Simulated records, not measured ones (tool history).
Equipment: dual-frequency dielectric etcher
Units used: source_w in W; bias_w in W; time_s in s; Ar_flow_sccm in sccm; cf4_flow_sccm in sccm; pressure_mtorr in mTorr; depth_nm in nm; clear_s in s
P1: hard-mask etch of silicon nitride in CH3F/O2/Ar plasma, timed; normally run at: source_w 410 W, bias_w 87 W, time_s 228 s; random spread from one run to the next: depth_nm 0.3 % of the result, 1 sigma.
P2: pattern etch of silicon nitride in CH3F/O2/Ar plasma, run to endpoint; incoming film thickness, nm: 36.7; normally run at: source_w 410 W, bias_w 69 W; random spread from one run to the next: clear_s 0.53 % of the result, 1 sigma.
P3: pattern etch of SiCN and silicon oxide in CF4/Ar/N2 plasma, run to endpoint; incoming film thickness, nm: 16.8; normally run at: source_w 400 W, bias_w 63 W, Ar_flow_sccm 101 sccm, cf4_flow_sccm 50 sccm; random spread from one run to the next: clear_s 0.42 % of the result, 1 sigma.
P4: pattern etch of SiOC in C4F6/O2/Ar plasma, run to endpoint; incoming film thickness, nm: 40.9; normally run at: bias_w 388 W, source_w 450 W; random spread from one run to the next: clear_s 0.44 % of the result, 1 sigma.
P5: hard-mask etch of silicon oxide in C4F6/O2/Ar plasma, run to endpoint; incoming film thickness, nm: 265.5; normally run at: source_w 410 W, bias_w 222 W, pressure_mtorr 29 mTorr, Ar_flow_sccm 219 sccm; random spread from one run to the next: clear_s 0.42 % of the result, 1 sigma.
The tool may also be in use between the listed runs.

run 1 day=0.129 | process=P1 source_w=410 bias_w=87 time_s=228 | depth_nm=178.02
run 2 day=0.308 | process=P3 source_w=400 bias_w=63 Ar_flow_sccm=101 cf4_flow_sccm=50 | clear_s=24.28
run 3 day=0.579 | process=P1 source_w=410 bias_w=87 time_s=228 | depth_nm=177.52
run 4 day=0.817 | process=P1 source_w=410 bias_w=87 time_s=228 | depth_nm=177.92
run 5 day=0.967 | process=P1 source_w=410 bias_w=87 time_s=228 | depth_nm=177.44
run 6 day=1.192 | process=P1 source_w=410 bias_w=120 time_s=228 | depth_nm=199.43
run 7 day=1.442 | process=P3 source_w=400 bias_w=75 Ar_flow_sccm=101 cf4_flow_sccm=50 | clear_s=22.678
run 8 day=1.671 | process=P2 source_w=410 bias_w=69 | clear_s=53.234
run 9 day=1.833 | process=P4 source_w=450 bias_w=388 | clear_s=14.284
run 10 day=2.046 | process=P5 source_w=410 bias_w=222 Ar_flow_sccm=281 pressure_mtorr=29 | clear_s=73.376
run 11 day=2.275 | process=P3 source_w=400 bias_w=63 Ar_flow_sccm=140 cf4_flow_sccm=50 | clear_s=25.364
run 12 day=2.542 | process=P3 source_w=530 bias_w=63 Ar_flow_sccm=101 cf4_flow_sccm=50 | clear_s=18.755
run 13 day=2.775 | process=P2 source_w=410 bias_w=51 | clear_s=59.106
run 14 day=3.021 | process=P1 source_w=410 bias_w=56 time_s=228 | depth_nm=152.21
run 15 day=3.262 | process=P1 source_w=410 bias_w=87 time_s=228 | depth_nm=176.83
run 16 day=3.454 | process=P1 source_w=410 bias_w=87 time_s=316.5 | depth_nm=246.35
run 17 day=3.688 | process=P4 source_w=580 bias_w=388 | clear_s=12.972
run 18 day=3.962 | process=P5 source_w=410 bias_w=313 Ar_flow_sccm=219 pressure_mtorr=29 | clear_s=62.939
run 19 day=4.088 | process=P5 source_w=270 bias_w=222 Ar_flow_sccm=219 pressure_mtorr=29 | clear_s=83.673
run 20 day=4.258 | process=P1 source_w=410 bias_w=87 time_s=171.5 | depth_nm=133.47
run 21 day=4.467 | process=P2 source_w=520 bias_w=69 | clear_s=48.845
run 22 day=4.671 | process=P1 source_w=320 bias_w=87 time_s=334.5 | depth_nm=237.18
run 23 day=4.904 | process=P4 source_w=450 bias_w=298 | clear_s=15.505
run 24 day=5.162 | process=P5 source_w=410 bias_w=222 Ar_flow_sccm=219 pressure_mtorr=29 | clear_s=71.564
run 25 day=5.371 | process=P2 source_w=410 bias_w=69 | clear_s=53.73
run 26 day=5.496 | process=P4 source_w=450 bias_w=388 | clear_s=14.355
run 27 day=5.712 | process=P1 source_w=410 bias_w=87 time_s=228 | depth_nm=177.3

Run 28, settings as shown, results not yet in. Your forecast:
run 28 day=5.908 | process=P1 source_w=330 bias_w=87 time_s=228 | depth_nm=?

depth_nm: 164.22 nm
